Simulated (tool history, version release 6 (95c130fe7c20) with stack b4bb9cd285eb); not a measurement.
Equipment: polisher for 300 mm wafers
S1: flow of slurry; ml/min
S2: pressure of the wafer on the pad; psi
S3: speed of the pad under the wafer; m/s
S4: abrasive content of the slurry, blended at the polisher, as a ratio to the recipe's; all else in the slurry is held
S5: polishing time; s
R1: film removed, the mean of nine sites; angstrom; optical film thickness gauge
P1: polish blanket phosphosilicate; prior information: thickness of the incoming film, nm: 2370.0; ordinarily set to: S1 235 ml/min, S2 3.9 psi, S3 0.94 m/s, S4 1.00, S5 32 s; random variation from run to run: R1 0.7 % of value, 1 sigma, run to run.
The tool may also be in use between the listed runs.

run	day	S1	S2	S3	S4	S5	R1
1	0.533	235	3.9	0.94	1.00	32	2866.2
2	0.817	140	3.9	0.94	1.00	32	2675.3
3	1.258	235	6.1	0.94	1.00	32	4502.7
4	1.658	235	3.9	0.94	1.00	45	4041.6
5	2.108	235	3.9	0.94	1.00	32	2897.2
6	2.417	235	3.9	0.94	1.45	32	3370.0
7	2.800	235	3.9	0.94	1.00	20	1797.1
8	3.329	235	3.9	0.94	1.00	32	2850.9
9	3.588	235	2.0	0.94	1.00	32	1470.8
10	3.971	295	3.9	0.94	1.00	32	2949.6
11	4.217	300	5.0	0.94	1.00	32	3765.6
12	4.525	235	3.9	1.40	1.00	32	3934.4
13	4.942	235	3.9	0.44	1.00	32	1583.2
14	5.350	235	3.9	0.94	0.55	32	2092.5
15	5.738	235	3.9	0.94	1.00	32	2900.5
16	6.125	235	3.9	0.94	1.00	32	2832.0
17	6.579	330	3.9	0.94	0.80	32	2670.4
18	7.075	235	3.9	0.94	1.00	32	2880.1
19	7.608	235	3.9	0.94	1.00	32	2781.6
20	7.979	235	3.9	0.94	1.00	32	2682.6
21	8.342	235	3.9	0.94	1.00	32	2680.5
22	8.721	235	3.9	0.94	1.00	32	2644.9
23	8.971	235	3.9	0.94	1.00	32	2646.5
# day 9.104: slurry nozzle cleaned
# day 9.158: conditioning disc replaced and pad reconditioned
24	9.508	235	3.9	0.94	1.00	32	2650.7
# day 9.529: head pressure recalibrated
25	9.854	235	3.9	0.94	1.00	32	2617.2
26	10.225	235	3.9	0.94	1.00	32	2618.8
27	10.662	235	3.9	0.94	1.00	32	2635.2

Something has made what P1 gives creep away from where it was; the 2 causes below, each at its own stated size, fit the log equally well:
A: abrasive missing from the slurry, % = 18.5
B: removal rate lost through wear of the pad, % = 9.33
The creep began at about day 7.075.
Excluded causes, each with its reason:
slurry flow missing at the pad, %: its service at day 9.104 followed the start of the drift and did not put the process back to its old value
head's pressure below its setpoint, %: its service at day 9.529 followed the start of the drift and did not put the process back to its old value
time polished since the conditioner stopped cutting, s: its service at day 9.158 followed the start of the drift and did not put the process back to its old value

Each of the check runs listed below is run on 5 wafers and reports their average, with the results left as question marks. Pick the one under which the possible causes would lead to clearly different results.
check 1	11.100	235	6.1	0.94	1.00	32	?
check 2	11.100	185	3.9	0.94	1.00	32	?
check 3	11.100	235	3.9	0.60	0.65	32	?
check 4	11.100	235	5.9	0.58	1.00	32	?

Check results expected under each cause:
check	result	if A	if B
check 1	R1	4081.8	4082.9
check 2	R1	2531.8	2532.5
check 3	R1	1432.3	1464.3
check 4	R1	2683.0	2683.7
How far apart the two closest causes lie, in the result that separates them most: check 1 0.03 %; check 2 0.03 %; check 3 2.21 %; check 4 0.03 %
Check 3 distinguishes between the causes, while the remaining checks would return nearly the same result for all of them.

Check 3 was then run and gave: R1 1462.2 angstrom. Which cause is it?

It is B: removal rate lost through wear of the pad, %.
